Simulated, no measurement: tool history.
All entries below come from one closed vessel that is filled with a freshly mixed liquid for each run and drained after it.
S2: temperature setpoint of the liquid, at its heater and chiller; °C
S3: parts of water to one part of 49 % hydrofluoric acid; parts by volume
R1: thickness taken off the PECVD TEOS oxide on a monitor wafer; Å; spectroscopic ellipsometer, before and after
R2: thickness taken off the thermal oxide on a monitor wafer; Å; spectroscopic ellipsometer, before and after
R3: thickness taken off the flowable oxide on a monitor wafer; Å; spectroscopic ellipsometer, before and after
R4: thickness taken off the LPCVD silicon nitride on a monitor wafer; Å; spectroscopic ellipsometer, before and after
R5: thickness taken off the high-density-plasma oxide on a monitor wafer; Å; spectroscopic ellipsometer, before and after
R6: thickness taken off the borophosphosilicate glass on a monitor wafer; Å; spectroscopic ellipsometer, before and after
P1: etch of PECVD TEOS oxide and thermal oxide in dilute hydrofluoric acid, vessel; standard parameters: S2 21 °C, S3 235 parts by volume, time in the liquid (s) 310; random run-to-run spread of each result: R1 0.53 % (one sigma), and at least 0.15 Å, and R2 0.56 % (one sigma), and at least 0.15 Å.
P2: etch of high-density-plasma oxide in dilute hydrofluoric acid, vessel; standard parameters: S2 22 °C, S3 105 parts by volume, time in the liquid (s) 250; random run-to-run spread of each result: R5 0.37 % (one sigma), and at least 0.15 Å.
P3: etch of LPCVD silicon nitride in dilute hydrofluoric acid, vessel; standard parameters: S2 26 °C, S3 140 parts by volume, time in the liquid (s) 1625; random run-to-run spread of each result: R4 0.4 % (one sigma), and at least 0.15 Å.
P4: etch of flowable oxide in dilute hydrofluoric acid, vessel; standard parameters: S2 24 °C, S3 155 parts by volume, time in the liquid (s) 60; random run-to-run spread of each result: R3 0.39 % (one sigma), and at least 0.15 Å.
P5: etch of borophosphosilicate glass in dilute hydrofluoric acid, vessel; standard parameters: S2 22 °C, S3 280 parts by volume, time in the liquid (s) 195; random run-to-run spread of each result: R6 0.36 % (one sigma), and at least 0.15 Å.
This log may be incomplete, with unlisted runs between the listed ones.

{"run": 1, "day": 0.275, "process that ran": "P1", "S2": 21, "S3": 235, "time in the liquid (s)": 310, "R1": 140.23, "R2": 49.997}
{"run": 2, "day": 0.504, "process that ran": "P4", "S2": 30, "S3": 155, "time in the liquid (s)": 60, "R3": 240.95}
{"run": 3, "day": 0.696, "process that ran": "P3", "S2": 20.5, "S3": 140, "time in the liquid (s)": 1625, "R4": 51.142}
{"run": 4, "day": 0.825, "process that ran": "P1", "S2": 21, "S3": 235, "time in the liquid (s)": 120, "R1": 54.034, "R2": 19.295}
{"run": 5, "day": 1.071, "process that ran": "P4", "S2": 24, "S3": 155, "time in the liquid (s)": 30, "R3": 96.293}
{"run": 6, "day": 1.279, "process that ran": "P2", "S2": 25.5, "S3": 105, "time in the liquid (s)": 250, "R5": 170.41}
{"run": 7, "day": 1.471, "process that ran": "P5", "S2": 18, "S3": 280, "time in the liquid (s)": 195, "R6": 177.91}
{"run": 8, "day": 1.712, "process that ran": "P1", "S2": 21, "S3": 235, "time in the liquid (s)": 310, "R1": 138.7, "R2": 49.653}
{"run": 9, "day": 1.888, "process that ran": "P1", "S2": 25.5, "S3": 235, "time in the liquid (s)": 310, "R1": 164.75, "R2": 58.467}
{"run": 10, "day": 2.108, "process that ran": "P3", "S2": 26, "S3": 140, "time in the liquid (s)": 350, "R4": 15.766}
{"run": 11, "day": 2.262, "process that ran": "P1", "S2": 24.5, "S3": 315, "time in the liquid (s)": 310, "R1": 108.02, "R2": 39.406}
{"run": 12, "day": 2.442, "process that ran": "P1", "S2": 21, "S3": 235, "time in the liquid (s)": 310, "R1": 137.78, "R2": 49.984}
{"run": 13, "day": 2.575, "process that ran": "P5", "S2": 22, "S3": 280, "time in the liquid (s)": 195, "R6": 204.82}
{"run": 14, "day": 2.717, "process that ran": "P5", "S2": 22, "S3": 110, "time in the liquid (s)": 195, "R6": 630.92}
{"run": 15, "day": 2.858, "process that ran": "P3", "S2": 26, "S3": 40, "time in the liquid (s)": 1625, "R4": 250.14}
{"run": 16, "day": 3.104, "process that ran": "P2", "S2": 22, "S3": 105, "time in the liquid (s)": 250, "R5": 148.6}
{"run": 17, "day": 3.362, "process that ran": "P1", "S2": 21, "S3": 85, "time in the liquid (s)": 310, "R1": 450.04, "R2": 162.1}
{"run": 18, "day": 3.554, "process that ran": "P1", "S2": 17, "S3": 235, "time in the liquid (s)": 310, "R1": 120.17, "R2": 43.125}
{"run": 19, "day": 3.758, "process that ran": "P4", "S2": 24, "S3": 155, "time in the liquid (s)": 60, "R3": 192.5}
{"run": 20, "day": 3.925, "process that ran": "P4", "S2": 24, "S3": 260, "time in the liquid (s)": 60, "R3": 103.32}
{"run": 21, "day": 4.112, "process that ran": "P2", "S2": 22, "S3": 105, "time in the liquid (s)": 415, "R5": 246.76}
{"run": 22, "day": 4.333, "process that ran": "P2", "S2": 22, "S3": 190, "time in the liquid (s)": 250, "R5": 74.174}
{"run": 23, "day": 4.504, "process that ran": "P1", "S2": 21, "S3": 235, "time in the liquid (s)": 310, "R1": 140.09, "R2": 49.749}
{"run": 24, "day": 4.662, "process that ran": "P5", "S2": 22, "S3": 280, "time in the liquid (s)": 335, "R6": 355.6}
{"run": 25, "day": 4.938, "process that ran": "P1", "S2": 21, "S3": 235, "time in the liquid (s)": 310, "R1": 138.3, "R2": 50.352}
{"run": 26, "day": 5.125, "process that ran": "P1", "S2": 21, "S3": 235, "time in the liquid (s)": 310, "R1": 138.58, "R2": 49.968}
{"run": 27, "day": 5.267, "process that ran": "P1", "S2": 24, "S3": 235, "time in the liquid (s)": 180, "R1": 90.015, "R2": 32.163}
{"run": 28, "day": 5.471, "process that ran": "P3", "S2": 26, "S3": 140, "time in the liquid (s)": 1625, "R4": 73.259}
{"run": 29, "day": 5.717, "process that ran": "P1", "S2": 21, "S3": 405, "time in the liquid (s)": 310, "R1": 68.537, "R2": 24.966}
{"run": 30, "day": 5.933, "process that ran": "P1", "S2": 21, "S3": 235, "time in the liquid (s)": 600, "R1": 267.18, "R2": 96.98}
{"run": 31, "day": 6.167, "process that ran": "P5", "S2": 22, "S3": 280, "time in the liquid (s)": 195, "R6": 206.32}
{"run": 32, "day": 6.354, "process that ran": "P1", "S2": 27.5, "S3": 395, "time in the liquid (s)": 310, "R1": 89.307, "R2": 31.393}
{"run": 33, "day": 6.554, "process that ran": "P3", "S2": 26, "S3": 140, "time in the liquid (s)": 1625, "R4": 73.217}
{"run": 34, "day": 6.767, "process that ran": "P1", "S2": 21, "S3": 235, "time in the liquid (s)": 310, "R1": 138.2, "R2": 50.15}
{"run": 35, "day": 6.942, "process that ran": "P1", "S2": 21, "S3": 235, "time in the liquid (s)": 310, "R1": 134.75, "R2": 48.13}
{"run": 36, "day": 7.192, "process that ran": "P1", "S2": 21, "S3": 235, "time in the liquid (s)": 310, "R1": 131.74, "R2": 46.599}
{"run": 37, "day": 7.333, "process that ran": "P1", "S2": 21, "S3": 235, "time in the liquid (s)": 310, "R1": 130.99, "R2": 47.078}
{"run": 38, "day": 7.496, "process that ran": "P1", "S2": 21, "S3": 235, "time in the liquid (s)": 310, "R1": 129.79, "R2": 46.607}
{"run": 39, "day": 7.7, "process that ran": "P1", "S2": 21, "S3": 235, "time in the liquid (s)": 310, "R1": 131.32, "R2": 46.22}
{"run": 40, "day": 7.871, "process that ran": "P1", "S2": 21, "S3": 235, "time in the liquid (s)": 310, "R1": 129.09, "R2": 46.839}

P1 has crept away from where it was. The log is fitted equally well by each of these 2 causes, at the sizes shown:
A: hydrofluoric acid flow below the setpoint (%) = 5.26
B: liquid colder than its thermometer reads (K) = 1.76
Creep in the process output first set in at about day 6.767.

4 check runs are offered, one wafer each, their results left as question marks. Which one tells the causes apart?
{"run": "check 1", "day": 8.042, "process that ran": "P4", "S2": 30, "S3": 155, "time in the liquid (s)": 60, "R3": "?"}
{"run": "check 2", "day": 8.042, "process that ran": "P2", "S2": 22, "S3": 185, "time in the liquid (s)": 365, "R5": "?"}
{"run": "check 3", "day": 8.042, "process that ran": "P5", "S2": 22, "S3": 130, "time in the liquid (s)": 290, "R6": "?"}
{"run": "check 4", "day": 8.042, "process that ran": "P3", "S2": 26, "S3": 50, "time in the liquid (s)": 1625, "R4": "?"}

Predicted outcomes, by check and by cause:
check=check_1 result=R3 if_A=225.04 if_B=225.4
check=check_2 result=R5 if_A=105.65 if_B=105.32
check=check_3 result=R6 if_A=725.76 if_B=719.93
check=check_4 result=R4 if_A=191.6 if_B=179.63
Minimum pairwise separation of causes per check, each pair taken at its best-separating result: check 1 0.16 %; check 2 0.31 %; check 3 0.81 %; check 4 6.45 %
The causes can be told apart only by check 4. The other checks would give nearly the same results under each of them.

Here is what check 4 returned: R4 180.61 Å. Which cause is it?

Of the candidate causes, it is B: liquid colder than its thermometer reads (K).

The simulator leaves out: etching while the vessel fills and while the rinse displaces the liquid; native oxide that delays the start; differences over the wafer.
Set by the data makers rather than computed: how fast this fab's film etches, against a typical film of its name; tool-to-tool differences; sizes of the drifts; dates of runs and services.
